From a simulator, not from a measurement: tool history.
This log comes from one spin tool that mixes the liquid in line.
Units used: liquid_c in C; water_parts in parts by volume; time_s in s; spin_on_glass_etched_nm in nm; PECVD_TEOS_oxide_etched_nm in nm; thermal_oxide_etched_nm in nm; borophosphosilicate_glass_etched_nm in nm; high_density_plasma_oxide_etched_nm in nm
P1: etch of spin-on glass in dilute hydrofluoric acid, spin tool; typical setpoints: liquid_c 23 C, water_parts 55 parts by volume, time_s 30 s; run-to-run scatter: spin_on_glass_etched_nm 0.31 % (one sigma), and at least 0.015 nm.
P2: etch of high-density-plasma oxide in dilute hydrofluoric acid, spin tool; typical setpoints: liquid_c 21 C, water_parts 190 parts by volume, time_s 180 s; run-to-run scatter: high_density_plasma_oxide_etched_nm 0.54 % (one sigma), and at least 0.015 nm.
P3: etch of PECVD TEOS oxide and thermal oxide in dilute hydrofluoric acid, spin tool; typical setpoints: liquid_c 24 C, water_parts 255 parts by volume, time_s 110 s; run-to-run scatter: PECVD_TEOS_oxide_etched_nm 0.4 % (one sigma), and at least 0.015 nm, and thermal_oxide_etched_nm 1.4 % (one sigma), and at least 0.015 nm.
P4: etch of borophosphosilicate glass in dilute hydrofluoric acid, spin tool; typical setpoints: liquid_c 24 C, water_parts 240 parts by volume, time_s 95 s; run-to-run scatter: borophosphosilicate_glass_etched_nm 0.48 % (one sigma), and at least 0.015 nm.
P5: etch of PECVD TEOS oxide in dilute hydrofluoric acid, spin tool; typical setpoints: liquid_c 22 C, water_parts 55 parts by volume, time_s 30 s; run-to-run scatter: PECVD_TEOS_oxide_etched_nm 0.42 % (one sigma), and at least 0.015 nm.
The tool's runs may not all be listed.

run    day  process  liquid_c  water_parts  time_s  hours since the thermometer was replaced  hours since the hydrofluoric acid flow meter was replaced  spin_on_glass_etched_nm  PECVD_TEOS_oxide_etched_nm  thermal_oxide_etched_nm  borophosphosilicate_glass_etched_nm  high_density_plasma_oxide_etched_nm
  1  0.279       P1        23           55      30                                     921.9                                                      566.5                   20.244
  2  0.533       P3        24          470     110                                       928                                                      572.6                                               4.5522                   0.7574
  3  0.762       P4        24          240      95                                     933.5                                                      578.1                                                                                                             20.592
  4  1.021       P5        22           55      50                                     939.7                                                      584.3                                                13.21
  5  1.308       P4        24           50      95                                     946.6                                                      591.2                                                                                                             123.25
  6  1.517       P4      29.5          240      95                                     951.6                                                      596.2                                                                                                             24.876
  7  1.654       P1        23           55      15                                     954.9                                                      599.5                   10.174
  8  1.917       P1        23           55      30                                     961.2                                                      605.8                    20.13
  9  2.154       P1        23           25      15                                     966.9                                                      611.5                   22.984
 10  2.433       P5        22          100      30                                     973.6                                                      618.2                                               4.1193
     2.525  -- thermometer replaced
 11  2.571       P3        24          255     205                                       1.1                                                      621.5                                               19.146                   3.3139
 12  2.796       P5        22           55      30                                       6.5                                                      626.9                                               7.9031
 13   2.95       P1        23           55      30                                      10.2                                                      630.6                   20.297
 14  3.221       P4        24          240      95                                      16.7                                                      637.1                                                                                                             20.654
 15  3.379       P1      31.5           55      30                                      20.5                                                      640.9                   28.408
 16  3.562       P4        24          240     185                                      24.9                                                      645.3                                                                                                             40.169
 17  3.779       P2        21           80     180                                      30.1                                                      650.5                                                                                                                                                  10.555
 18  3.925       P1        17           55      30                                      33.6                                                        654                   15.661
 19  4.179       P2        21          190     320                                      39.7                                                      660.1                                                                                                                                                  7.0434
 20   4.35       P1        23           25      30                                      43.8                                                      664.2                   46.317
 21  4.533       P2        21          190     180                                      48.2                                                      668.6                                                                                                                                                  3.9832
 22  4.742       P5      27.5           55      30                                      53.2                                                      673.6                                               9.9093
 23  4.904       P1        23           90      30                                      57.1                                                      677.5                   11.865
 24    5.1       P1        23           55      30                                      61.8                                                      682.2                   20.171
 25  5.379       P1        17           35      30                                      68.5                                                      688.9                   25.214
     5.467  -- hydrofluoric acid flow meter replaced
 26  5.546       P3        24          255     110                                      72.5                                                        1.9                                               10.274                   1.7475
 27   5.85       P1      18.5           55      15                                      79.8                                                        9.2                   8.3275
 28  6.133       P1        23           55      60                                      86.6                                                         16                   40.265
 29  6.408       P3        32          255     110                                      93.2                                                       22.6                                               13.548                   2.3686
 30  6.579       P1        23           55      30                                      97.3                                                       26.7                   20.299
 31  6.783       P2        17          190     180                                     102.2                                                       31.6                                                                                                                                                  3.3544
 32  6.962       P1        23           55      30                                     106.5                                                       35.9                   20.233
 33  7.146       P1        23           55      30                                     110.9                                                       40.3                   20.794
 34  7.379       P1        23           55      30                                     116.5                                                       45.9                   21.197
 35  7.533       P1        23           55      30                                     120.2                                                       49.6                   21.487
 36  7.804       P1        23           55      30                                     126.7                                                       56.1                   21.484
 37      8       P1        23           55      30                                     131.4                                                       60.8                   21.643
 38  8.142       P1        23           55      30                                     134.8                                                       64.2                   21.607
 39  8.304       P1        23           55      30                                     138.7                                                       68.1                   21.659
 40    8.6       P1        23           55      30                                     145.8                                                       75.2                   21.681

Compared with where it was, what P1 gives has crept away. Each cause listed below fits the log as well as the rest, at the size given for it:
A: liquid hotter than its thermometer reads (K) = 1.75
B: hydrofluoric acid flow above the setpoint (%) = 6.93
The onset of the drift is placed at about day 6.962.

Which of the 4 check runs listed below separates the causes, so that each cause would produce a clearly different result? Each run uses one wafer, and its results are marked with question marks.
check 1  8.896       P2        17          190     180                                                                                                                                                                                                                                                            ?
check 2  8.896       P4        24           85     175                                                                                                                                                                                                                       ?
check 3  8.896       P5        27           55      30                                                                                                                                                         ?
check 4  8.896       P3      27.5          440     110                                                                                                                                                         ?                        ?

What every check run would give for each of its results, assuming each possible cause in turn:
  check                               result    if A    if B
check 1  high_density_plasma_oxide_etched_nm  3.6026  3.6348
check 2  borophosphosilicate_glass_etched_nm  137.08  137.68
check 3           PECVD_TEOS_oxide_etched_nm   10.39  10.415
check 4           PECVD_TEOS_oxide_etched_nm  5.8812   6.126
check 4              thermal_oxide_etched_nm  1.0094  1.0514
Distance between the nearest two causes, measured in the result of the check that separates them most: check 1 0.89 %; check 2 0.44 %; check 3 0.24 %; check 4 4.08 %
Only check 4 tells the causes apart: in the others they would give nearly the same result.

The results of check 4 are: PECVD_TEOS_oxide_etched_nm 6.1259 nm; thermal_oxide_etched_nm 1.0617 nm. Based on these, which of the listed causes is it?

The cause is B: hydrofluoric acid flow above the setpoint (%).
